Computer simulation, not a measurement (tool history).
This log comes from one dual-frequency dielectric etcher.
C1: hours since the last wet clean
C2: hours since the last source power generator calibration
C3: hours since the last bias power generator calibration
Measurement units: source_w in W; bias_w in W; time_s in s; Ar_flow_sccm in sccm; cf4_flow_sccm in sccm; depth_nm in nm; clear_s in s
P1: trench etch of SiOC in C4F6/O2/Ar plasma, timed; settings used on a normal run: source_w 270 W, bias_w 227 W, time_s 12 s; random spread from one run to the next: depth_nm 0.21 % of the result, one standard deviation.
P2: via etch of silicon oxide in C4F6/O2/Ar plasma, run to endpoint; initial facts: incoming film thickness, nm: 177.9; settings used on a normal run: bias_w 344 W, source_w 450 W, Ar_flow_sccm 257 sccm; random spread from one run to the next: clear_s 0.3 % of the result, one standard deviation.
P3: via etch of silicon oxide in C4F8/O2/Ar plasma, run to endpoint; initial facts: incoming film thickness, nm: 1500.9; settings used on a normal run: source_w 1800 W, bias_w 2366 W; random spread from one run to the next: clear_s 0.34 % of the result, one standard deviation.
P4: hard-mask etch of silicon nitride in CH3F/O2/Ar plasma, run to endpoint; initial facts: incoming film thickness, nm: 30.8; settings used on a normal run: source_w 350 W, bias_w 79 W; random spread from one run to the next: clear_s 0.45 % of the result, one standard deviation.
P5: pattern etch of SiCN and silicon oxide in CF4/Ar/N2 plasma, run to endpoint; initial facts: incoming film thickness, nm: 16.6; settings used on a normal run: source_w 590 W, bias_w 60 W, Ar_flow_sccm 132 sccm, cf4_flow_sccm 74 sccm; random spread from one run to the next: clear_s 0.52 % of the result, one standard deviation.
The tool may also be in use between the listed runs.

Run 1, day 0.367: process P1, source_w 270 W, bias_w 227 W, time_s 12 s; C1 62.6; C2 1859.1; C3 2788.8. Result: depth_nm 23.547 nm.
Run 2, day 0.708: process P1, source_w 270 W, bias_w 227 W, time_s 12 s; C1 70.8; C2 1867.3; C3 2797. Result: depth_nm 23.54 nm.
Run 3, day 1.129: process P1, source_w 270 W, bias_w 227 W, time_s 12 s; C1 80.9; C2 1877.4; C3 2807.1. Result: depth_nm 23.549 nm.
Run 4, day 1.367: process P1, source_w 270 W, bias_w 158 W, time_s 12 s; C1 86.6; C2 1883.1; C3 2812.8. Result: depth_nm 20.876 nm.
Run 5, day 1.688: process P4, source_w 350 W, bias_w 79 W; C1 94.3; C2 1890.8; C3 2820.5. Result: clear_s 45.002 s.
Run 6, day 1.908: process P1, source_w 160 W, bias_w 227 W, time_s 12 s; C1 99.6; C2 1896.1; C3 2825.8. Result: depth_nm 19.306 nm.
Run 7, day 2.312: process P1, source_w 270 W, bias_w 315 W, time_s 12 s; C1 109.3; C2 1905.8; C3 2835.5. Result: depth_nm 26.318 nm.
Run 8, day 2.771: process P2, source_w 280 W, bias_w 344 W, Ar_flow_sccm 257 sccm; C1 120.3; C2 1916.8; C3 2846.5. Result: clear_s 50.467 s.
Run 9, day 3.083: process P2, source_w 450 W, bias_w 344 W, Ar_flow_sccm 190 sccm; C1 127.8; C2 1924.3; C3 2854. Result: clear_s 40.586 s.
Run 10, day 3.346: process P3, source_w 1800 W, bias_w 2366 W; C1 134.1; C2 1930.6; C3 2860.3. Result: clear_s 290.51 s.
Run 11, day 3.779: process P5, source_w 590 W, bias_w 60 W, Ar_flow_sccm 96 sccm, cf4_flow_sccm 74 sccm; C1 144.5; C2 1941; C3 2870.7. Result: clear_s 15.782 s.
Run 12, day 3.988: process P1, source_w 270 W, bias_w 227 W, time_s 8.5 s; C1 149.5; C2 1946; C3 2875.7. Result: depth_nm 16.661 nm.
At day 4.212: bias power generator calibrated.
Run 13, day 4.267: process P3, source_w 1800 W, bias_w 1514 W; C1 156.2; C2 1952.7; C3 1.3. Result: clear_s 331.79 s.
Run 14, day 4.675: process P2, source_w 450 W, bias_w 344 W, Ar_flow_sccm 257 sccm; C1 166; C2 1962.5; C3 11.1. Result: clear_s 42.1 s.
Run 15, day 5.042: process P4, source_w 200 W, bias_w 79 W; C1 174.8; C2 1971.3; C3 19.9. Result: clear_s 55.209 s.
Run 16, day 5.312: process P5, source_w 590 W, bias_w 60 W, Ar_flow_sccm 132 sccm, cf4_flow_sccm 74 sccm; C1 181.3; C2 1977.8; C3 26.4. Result: clear_s 16.573 s.
Run 17, day 5.662: process P2, source_w 450 W, bias_w 422 W, Ar_flow_sccm 257 sccm; C1 189.7; C2 1986.2; C3 34.8. Result: clear_s 38.98 s.
At day 5.733: wet clean of the chamber.
Run 18, day 5.908: process P1, source_w 270 W, bias_w 227 W, time_s 15.5 s; C1 4.3; C2 1992.1; C3 40.7. Result: depth_nm 30.412 nm.
Run 19, day 6.162: process P5, source_w 810 W, bias_w 60 W, Ar_flow_sccm 132 sccm, cf4_flow_sccm 74 sccm; C1 10.4; C2 1998.2; C3 46.8. Result: clear_s 12.59 s.
Run 20, day 6.412: process P5, source_w 590 W, bias_w 60 W, Ar_flow_sccm 132 sccm, cf4_flow_sccm 96 sccm; C1 16.4; C2 2004.2; C3 52.8. Result: clear_s 16.028 s.
Run 21, day 6.812: process P1, source_w 270 W, bias_w 227 W, time_s 12 s; C1 26; C2 2013.8; C3 62.4. Result: depth_nm 23.537 nm.
Run 22, day 7.075: process P4, source_w 350 W, bias_w 54 W; C1 32.3; C2 2020.1; C3 68.7. Result: clear_s 50.87 s.
Run 23, day 7.508: process P4, source_w 350 W, bias_w 79 W; C1 42.7; C2 2030.5; C3 79.1. Result: clear_s 45.375 s.
Run 24, day 7.929: process P1, source_w 340 W, bias_w 227 W, time_s 12 s; C1 52.8; C2 2040.6; C3 89.2. Result: depth_nm 25.797 nm.
Run 25, day 8.35: process P1, source_w 180 W, bias_w 227 W, time_s 8 s; C1 62.9; C2 2050.7; C3 99.3. Result: depth_nm 13.45 nm.
Run 26, day 8.583: process P1, source_w 270 W, bias_w 227 W, time_s 12 s; C1 68.5; C2 2056.3; C3 104.9. Result: depth_nm 23.538 nm.
Run 27, day 8.917: process P5, source_w 590 W, bias_w 49 W, Ar_flow_sccm 132 sccm, cf4_flow_sccm 74 sccm; C1 76.5; C2 2064.3; C3 112.9. Result: clear_s 17.593 s.
Run 28, day 9.304: process P3, source_w 1800 W, bias_w 2366 W; C1 85.8; C2 2073.6; C3 122.2. Result: clear_s 291.26 s.
Run 29, day 9.696: process P2, source_w 450 W, bias_w 344 W, Ar_flow_sccm 257 sccm; C1 95.2; C2 2083; C3 131.6. Result: clear_s 41.881 s.
Run 30, day 10.071: process P3, source_w 2380 W, bias_w 2366 W; C1 104.2; C2 2092; C3 140.6. Result: clear_s 260.42 s.
Run 31, day 10.517: process P1, source_w 270 W, bias_w 227 W, time_s 12 s; C1 114.9; C2 2102.7; C3 151.3. Result: depth_nm 23.582 nm.
Run 32, day 10.817: process P1, source_w 270 W, bias_w 227 W, time_s 12 s; C1 122.1; C2 2109.9; C3 158.5. Result: depth_nm 23.392 nm.
Run 33, day 11.196: process P1, source_w 270 W, bias_w 227 W, time_s 12 s; C1 131.2; C2 2119; C3 167.6. Result: depth_nm 23.329 nm.

Predict the results of run 34:
Run 34, day 11.504: process P1, source_w 270 W, bias_w 227 W, time_s 12 s; C1 138.6; C2 2126.4; C3 175. Result: depth_nm ?.

{"run 34": {"depth_nm": 23.233}}
